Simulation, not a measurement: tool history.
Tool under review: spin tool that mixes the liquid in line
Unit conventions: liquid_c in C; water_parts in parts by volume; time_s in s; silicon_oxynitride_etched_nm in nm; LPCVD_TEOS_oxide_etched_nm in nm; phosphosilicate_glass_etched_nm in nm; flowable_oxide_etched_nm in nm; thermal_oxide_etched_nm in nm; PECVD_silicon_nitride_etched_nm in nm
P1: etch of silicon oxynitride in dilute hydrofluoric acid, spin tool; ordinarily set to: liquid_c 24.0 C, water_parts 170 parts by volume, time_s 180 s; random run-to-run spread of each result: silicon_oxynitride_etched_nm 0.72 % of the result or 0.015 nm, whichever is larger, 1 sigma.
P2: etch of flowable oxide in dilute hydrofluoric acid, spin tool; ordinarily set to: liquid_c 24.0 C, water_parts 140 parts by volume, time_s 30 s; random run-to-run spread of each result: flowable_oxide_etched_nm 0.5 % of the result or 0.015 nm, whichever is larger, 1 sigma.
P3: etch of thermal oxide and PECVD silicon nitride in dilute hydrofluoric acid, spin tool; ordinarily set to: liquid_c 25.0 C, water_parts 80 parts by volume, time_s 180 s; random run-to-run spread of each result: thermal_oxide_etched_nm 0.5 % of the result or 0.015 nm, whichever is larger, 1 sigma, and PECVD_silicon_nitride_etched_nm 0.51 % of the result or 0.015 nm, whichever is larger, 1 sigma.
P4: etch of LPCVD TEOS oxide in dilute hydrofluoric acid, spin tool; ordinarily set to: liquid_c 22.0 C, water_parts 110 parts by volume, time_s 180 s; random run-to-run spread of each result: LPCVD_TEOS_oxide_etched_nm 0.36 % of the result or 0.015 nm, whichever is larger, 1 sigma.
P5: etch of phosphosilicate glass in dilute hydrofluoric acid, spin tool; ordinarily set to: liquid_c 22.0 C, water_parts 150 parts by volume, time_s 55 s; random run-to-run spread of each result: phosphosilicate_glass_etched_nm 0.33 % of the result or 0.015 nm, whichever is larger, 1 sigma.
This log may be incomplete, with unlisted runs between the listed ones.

| run | hour | process | liquid_c | water_parts | time_s | silicon_oxynitride_etched_nm | LPCVD_TEOS_oxide_etched_nm | phosphosilicate_glass_etched_nm | flowable_oxide_etched_nm | thermal_oxide_etched_nm | PECVD_silicon_nitride_etched_nm |
|---|---|---|---|---|---|---|---|---|---|---|---|
| 1 | 16.2 | P1 | 24.0 | 170 | 180 | 3.4309 |  |  |  |  |  |
| 2 | 27.7 | P4 | 22.0 | 110 | 60 |  | 15.004 |  |  |  |  |
| 3 | 40.3 | P4 | 22.0 | 20 | 180 |  | 278.590 |  |  |  |  |
| 4 | 57.7 | P1 | 24.0 | 170 | 310 | 5.8977 |  |  |  |  |  |
| 5 | 74.4 | P1 | 19.0 | 170 | 180 | 2.7058 |  |  |  |  |  |
| 6 | 83.4 | P5 | 22.0 | 150 | 55 |  |  | 35.1370 |  |  |  |
| 7 | 96.6 | P1 | 19.5 | 170 | 280 | 4.3147 |  |  |  |  |  |
| 8 | 112.3 | P1 | 24.0 | 170 | 180 | 3.4315 |  |  |  |  |  |
| 9 | 128.1 | P1 | 24.0 | 170 | 60 | 1.1601 |  |  |  |  |  |
| 10 | 145.9 | P1 | 24.0 | 70 | 180 | 9.0265 |  |  |  |  |  |
| 11 | 157.5 | P2 | 24.0 | 140 | 60 |  |  |  | 14.1590 |  |  |
| 12 | 176.0 | P1 | 29.0 | 170 | 55 | 1.2754 |  |  |  |  |  |
| 13 | 188.2 | P1 | 24.0 | 170 | 180 | 3.4329 |  |  |  |  |  |
| 14 | 204.5 | P3 | 25.0 | 80 | 180 |  |  |  |  | 11.7200 | 13.6040 |
| 15 | 214.2 | P3 | 25.0 | 80 | 30 |  |  |  |  | 1.9420 | 2.2847 |
| 16 | 225.7 | P2 | 18.5 | 140 | 30 |  |  |  | 5.6783 |  |  |
| 17 | 238.6 | P5 | 22.0 | 150 | 55 |  |  | 35.0440 |  |  |  |
| 18 | 256.9 | P2 | 24.0 | 140 | 30 |  |  |  | 7.1194 |  |  |
| 19 | 273.5 | P5 | 22.0 | 150 | 15 |  |  | 9.5536 |  |  |  |
| 20 | 283.9 | P1 | 24.0 | 300 | 270 | 2.6733 |  |  |  |  |  |
| 21 | 296.4 | P4 | 22.0 | 110 | 180 |  | 45.125 |  |  |  |  |
| 22 | 305.1 | P5 | 22.0 | 30 | 55 |  |  | 202.4400 |  |  |  |
| 23 | 317.8 | P1 | 32.0 | 170 | 180 | 4.8843 |  |  |  |  |  |
| 24 | 326.9 | P3 | 32.0 | 80 | 180 |  |  |  |  | 15.2970 | 21.3620 |
| 25 | 337.5 | P5 | 29.0 | 150 | 55 |  |  | 45.7500 |  |  |  |
| 26 | 356.4 | P1 | 24.0 | 240 | 180 | 2.3359 |  |  |  |  |  |
| 27 | 365.6 | P1 | 24.0 | 170 | 180 | 3.4262 |  |  |  |  |  |
| 28 | 376.8 | P1 | 24.0 | 170 | 180 | 3.4151 |  |  |  |  |  |

Expected results for the next run?
| 29 | 388.2 | P3 | 25.0 | 125 | 180 |  |  |  |  | ? | ? |

Run 29 produced thermal_oxide_etched_nm 7.0792 nm, PECVD_silicon_nitride_etched_nm 8.7602 nm.
